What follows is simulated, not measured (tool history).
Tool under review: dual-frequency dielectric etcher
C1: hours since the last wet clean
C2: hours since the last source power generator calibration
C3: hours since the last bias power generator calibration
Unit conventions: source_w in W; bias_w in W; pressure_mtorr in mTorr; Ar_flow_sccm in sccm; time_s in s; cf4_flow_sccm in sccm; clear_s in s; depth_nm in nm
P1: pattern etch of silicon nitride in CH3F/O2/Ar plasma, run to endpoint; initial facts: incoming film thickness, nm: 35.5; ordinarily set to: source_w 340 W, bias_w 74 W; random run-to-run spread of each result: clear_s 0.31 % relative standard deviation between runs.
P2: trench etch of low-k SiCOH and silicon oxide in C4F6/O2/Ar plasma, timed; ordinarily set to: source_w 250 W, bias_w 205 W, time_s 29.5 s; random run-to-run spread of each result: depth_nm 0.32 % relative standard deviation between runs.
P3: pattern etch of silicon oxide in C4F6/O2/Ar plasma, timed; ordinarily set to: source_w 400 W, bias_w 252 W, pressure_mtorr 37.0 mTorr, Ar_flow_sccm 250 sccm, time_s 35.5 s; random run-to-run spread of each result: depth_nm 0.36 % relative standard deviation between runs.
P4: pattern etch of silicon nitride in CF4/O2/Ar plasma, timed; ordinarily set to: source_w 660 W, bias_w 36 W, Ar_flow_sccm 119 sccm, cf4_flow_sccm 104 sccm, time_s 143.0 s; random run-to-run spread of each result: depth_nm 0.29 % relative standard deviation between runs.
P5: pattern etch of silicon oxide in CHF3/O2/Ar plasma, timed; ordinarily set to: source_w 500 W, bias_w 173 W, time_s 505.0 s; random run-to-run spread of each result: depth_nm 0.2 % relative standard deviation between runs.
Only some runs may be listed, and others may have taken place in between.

{"run": 1, "hour": 9.2, "process": "P1", "source_w": 340, "bias_w": 74, "C1": 220.8, "C2": 801.4, "C3": 1895.4, "clear_s": 52.891}
{"run": 2, "hour": 21.5, "process": "P1", "source_w": 440, "bias_w": 74, "C1": 233.1, "C2": 813.7, "C3": 1907.7, "clear_s": 47.942}
{"run": 3, "hour": 37.4, "process": "P3", "source_w": 400, "bias_w": 252, "pressure_mtorr": 37.0, "Ar_flow_sccm": 250, "time_s": 20.0, "C1": 249.0, "C2": 829.6, "C3": 1923.6, "depth_nm": 70.492}
{"run": 4, "hour": 44.9, "process": "P3", "source_w": 400, "bias_w": 252, "pressure_mtorr": 51.5, "Ar_flow_sccm": 250, "time_s": 35.5, "C1": 256.5, "C2": 837.1, "C3": 1931.1, "depth_nm": 120.74}
{"run": 5, "hour": 60.7, "process": "P1", "source_w": 280, "bias_w": 90, "C1": 272.3, "C2": 852.9, "C3": 1946.9, "clear_s": 53.088}
{"run": 6, "hour": 74.3, "process": "P1", "source_w": 250, "bias_w": 74, "C1": 285.9, "C2": 866.5, "C3": 1960.5, "clear_s": 59.806}
{"run": 7, "hour": 82.0, "process": "P5", "source_w": 500, "bias_w": 173, "time_s": 505.0, "C1": 293.6, "C2": 874.2, "C3": 1968.2, "depth_nm": 920.3}
{"run": 8, "hour": 92.2, "process": "P1", "source_w": 340, "bias_w": 99, "C1": 303.8, "C2": 884.4, "C3": 1978.4, "clear_s": 47.572}
{"run": 9, "hour": 99.9, "process": "P1", "source_w": 340, "bias_w": 74, "C1": 311.5, "C2": 892.1, "C3": 1986.1, "clear_s": 53.106}
{"run": 10, "hour": 110.2, "process": "P5", "source_w": 500, "bias_w": 141, "time_s": 505.0, "C1": 321.8, "C2": 902.4, "C3": 1996.4, "depth_nm": 862.91}
{"run": 11, "hour": 123.7, "process": "P2", "source_w": 250, "bias_w": 282, "time_s": 29.5, "C1": 335.3, "C2": 915.9, "C3": 2009.9, "depth_nm": 89.776}
{"run": 12, "hour": 136.3, "process": "P1", "source_w": 340, "bias_w": 74, "C1": 347.9, "C2": 928.5, "C3": 2022.5, "clear_s": 53.153}
{"run": 13, "hour": 150.2, "process": "P1", "source_w": 250, "bias_w": 94, "C1": 361.8, "C2": 942.4, "C3": 2036.4, "clear_s": 54.686}
{"run": 14, "hour": 157.5, "process": "P5", "source_w": 500, "bias_w": 173, "time_s": 285.0, "C1": 369.1, "C2": 949.7, "C3": 2043.7, "depth_nm": 518.98}
{"run": 15, "hour": 172.9, "process": "P2", "source_w": 250, "bias_w": 205, "time_s": 29.5, "C1": 384.5, "C2": 965.1, "C3": 2059.1, "depth_nm": 80.246}
{"run": 16, "hour": 185.4, "process": "P4", "source_w": 660, "bias_w": 36, "Ar_flow_sccm": 152, "time_s": 143.0, "cf4_flow_sccm": 104, "C1": 397.0, "C2": 977.6, "C3": 2071.6, "depth_nm": 275.62}
{"run": 17, "hour": 196.4, "process": "P5", "source_w": 500, "bias_w": 173, "time_s": 505.0, "C1": 408.0, "C2": 988.6, "C3": 2082.6, "depth_nm": 921.89}
{"run": 18, "hour": 212.5, "process": "P3", "source_w": 250, "bias_w": 252, "pressure_mtorr": 37.0, "Ar_flow_sccm": 250, "time_s": 35.5, "C1": 424.1, "C2": 1004.7, "C3": 2098.7, "depth_nm": 105.52}
{"run": 19, "hour": 222.5, "process": "P1", "source_w": 340, "bias_w": 74, "C1": 434.1, "C2": 1014.7, "C3": 2108.7, "clear_s": 52.934}
{"run": 20, "hour": 231.8, "process": "P4", "source_w": 920, "bias_w": 36, "Ar_flow_sccm": 119, "time_s": 143.0, "cf4_flow_sccm": 104, "C1": 443.4, "C2": 1024.0, "C3": 2118.0, "depth_nm": 384.13}
{"run": 21, "hour": 246.4, "process": "P4", "source_w": 660, "bias_w": 36, "Ar_flow_sccm": 119, "time_s": 143.0, "cf4_flow_sccm": 104, "C1": 458.0, "C2": 1038.6, "C3": 2132.6, "depth_nm": 287.07}
{"run": 22, "hour": 256.8, "process": "P1", "source_w": 340, "bias_w": 74, "C1": 468.4, "C2": 1049.0, "C3": 2143.0, "clear_s": 53.097}
{"run": 23, "hour": 266.8, "process": "P1", "source_w": 280, "bias_w": 46, "C1": 478.4, "C2": 1059.0, "C3": 2153.0, "clear_s": 67.157}
{"run": 24, "hour": 283.0, "process": "P2", "source_w": 200, "bias_w": 205, "time_s": 29.5, "C1": 494.6, "C2": 1075.2, "C3": 2169.2, "depth_nm": 73.923}
{"run": 25, "hour": 295.9, "process": "P1", "source_w": 340, "bias_w": 74, "C1": 507.5, "C2": 1088.1, "C3": 2182.1, "clear_s": 53.042}
{"run": 26, "hour": 310.9, "process": "P4", "source_w": 660, "bias_w": 36, "Ar_flow_sccm": 119, "time_s": 143.0, "cf4_flow_sccm": 104, "C1": 522.5, "C2": 1103.1, "C3": 2197.1, "depth_nm": 285.27}
{"run": 27, "hour": 319.8, "process": "P3", "source_w": 400, "bias_w": 320, "pressure_mtorr": 37.0, "Ar_flow_sccm": 250, "time_s": 35.5, "C1": 531.4, "C2": 1112.0, "C3": 2206.0, "depth_nm": 136.44}
{"run": 28, "hour": 328.9, "process": "P4", "source_w": 660, "bias_w": 36, "Ar_flow_sccm": 119, "time_s": 95.5, "cf4_flow_sccm": 104, "C1": 540.5, "C2": 1121.1, "C3": 2215.1, "depth_nm": 190.63}
{"run": 29, "hour": 337.1, "process": "P1", "source_w": 340, "bias_w": 48, "C1": 548.7, "C2": 1129.3, "C3": 2223.3, "clear_s": 61.48}
{"run": 30, "hour": 345.2, "process": "P3", "source_w": 400, "bias_w": 252, "pressure_mtorr": 37.0, "Ar_flow_sccm": 250, "time_s": 35.5, "C1": 556.8, "C2": 1137.4, "C3": 2231.4, "depth_nm": 124.56}
{"run": 31, "hour": 352.4, "process": "P4", "source_w": 660, "bias_w": 36, "Ar_flow_sccm": 119, "time_s": 143.0, "cf4_flow_sccm": 71, "C1": 564.0, "C2": 1144.6, "C3": 2238.6, "depth_nm": 270.43}
{"run": 32, "hour": 366.6, "process": "P2", "source_w": 250, "bias_w": 205, "time_s": 21.5, "C1": 578.2, "C2": 1158.8, "C3": 2252.8, "depth_nm": 58.838}
{"run": 33, "hour": 376.0, "process": "P5", "source_w": 330, "bias_w": 173, "time_s": 505.0, "C1": 587.6, "C2": 1168.2, "C3": 2262.2, "depth_nm": 786.31}
{"run": 34, "hour": 385.6, "process": "P3", "source_w": 400, "bias_w": 252, "pressure_mtorr": 37.0, "Ar_flow_sccm": 159, "time_s": 35.5, "C1": 597.2, "C2": 1177.8, "C3": 2271.8, "depth_nm": 131.79}
{"run": 35, "hour": 401.1, "process": "P4", "source_w": 660, "bias_w": 43, "Ar_flow_sccm": 119, "time_s": 143.0, "cf4_flow_sccm": 104, "C1": 612.7, "C2": 1193.3, "C3": 2287.3, "depth_nm": 305.23}
{"run": 36, "hour": 412.6, "process": "P1", "source_w": 340, "bias_w": 74, "C1": 624.2, "C2": 1204.8, "C3": 2298.8, "clear_s": 52.805}
{"run": 37, "hour": 423.7, "process": "P1", "source_w": 340, "bias_w": 74, "C1": 635.3, "C2": 1215.9, "C3": 2309.9, "clear_s": 53.495}
{"run": 38, "hour": 439.6, "process": "P1", "source_w": 340, "bias_w": 74, "C1": 651.2, "C2": 1231.8, "C3": 2325.8, "clear_s": 53.498}
{"run": 39, "hour": 452.5, "process": "P1", "source_w": 340, "bias_w": 74, "C1": 664.1, "C2": 1244.7, "C3": 2338.7, "clear_s": 53.887}
{"run": 40, "hour": 464.2, "process": "P1", "source_w": 340, "bias_w": 74, "C1": 675.8, "C2": 1256.4, "C3": 2350.4, "clear_s": 53.842}
{"run": 41, "hour": 473.2, "process": "P1", "source_w": 340, "bias_w": 74, "C1": 684.8, "C2": 1265.4, "C3": 2359.4, "clear_s": 53.712}
{"run": 42, "hour": 483.7, "process": "P1", "source_w": 340, "bias_w": 74, "C1": 695.3, "C2": 1275.9, "C3": 2369.9, "clear_s": 53.888}
{"run": 43, "hour": 499.7, "process": "P1", "source_w": 340, "bias_w": 74, "C1": 711.3, "C2": 1291.9, "C3": 2385.9, "clear_s": 53.807}
{"hour": 506.8, "done": "wet clean of the chamber"}
{"run": 44, "hour": 508.8, "process": "P1", "source_w": 340, "bias_w": 74, "C1": 2.1, "C2": 1301.0, "C3": 2395.0, "clear_s": 53.872}
{"run": 45, "hour": 523.2, "process": "P1", "source_w": 340, "bias_w": 74, "C1": 16.5, "C2": 1315.4, "C3": 2409.4, "clear_s": 53.812}
{"run": 46, "hour": 537.2, "process": "P1", "source_w": 340, "bias_w": 74, "C1": 30.5, "C2": 1329.4, "C3": 2423.4, "clear_s": 53.798}
{"run": 47, "hour": 551.2, "process": "P1", "source_w": 340, "bias_w": 74, "C1": 44.5, "C2": 1343.4, "C3": 2437.4, "clear_s": 54.058}

The output of P1 has drifted from where it used to be. Each of the 2 causes below, taken at the size shown beside it, accounts for the log equally well:
A: bias power that arrives under what is set, % = 4.37
B: source power that arrives under what is set, % = 4.04
The onset of the drift is placed at about hour 412.6.
Every other cause this tool's parts could produce, and why it does not fit the log:
chamber walls in a state that lowers the etch rate, %: was serviced at hour 506.8, once the creep was under way, yet the earlier output never came back

4 check runs are offered, one wafer each, their results left as question marks. Which one tells the causes apart?
{"run": "check 1", "hour": 565.2, "process": "P4", "source_w": 660, "bias_w": 36, "Ar_flow_sccm": 119, "time_s": 143.0, "cf4_flow_sccm": 104, "depth_nm": "?"}
{"run": "check 2", "hour": 565.2, "process": "P5", "source_w": 500, "bias_w": 173, "time_s": 505.0, "depth_nm": "?"}
{"run": "check 3", "hour": 565.2, "process": "P3", "source_w": 400, "bias_w": 252, "pressure_mtorr": 37.0, "Ar_flow_sccm": 250, "time_s": 35.5, "depth_nm": "?"}
{"run": "check 4", "hour": 565.2, "process": "P2", "source_w": 250, "bias_w": 205, "time_s": 29.5, "depth_nm": "?"}

What each check would give under each cause:
check=check_1 result=depth_nm if_A=282.520 if_B=276.660
check=check_2 result=depth_nm if_A=907.120 if_B=906.470
check=check_3 result=depth_nm if_A=123.550 if_B=123.470
check=check_4 result=depth_nm if_A=79.066 if_B=78.998
Per-check spread between the two closest causes, in the result where they differ most: check 1 2.1 %; check 2 0.07 %; check 3 0.07 %; check 4 0.09 %
Of the check runs offered, only check 1 discriminates between the causes; the rest would read about the same regardless of which cause applies.

With check 1 done, the readings were: depth_nm 276.080 nm. Identify which of the listed causes applies.

The correct cause is B, namely: source power that arrives under what is set, %.
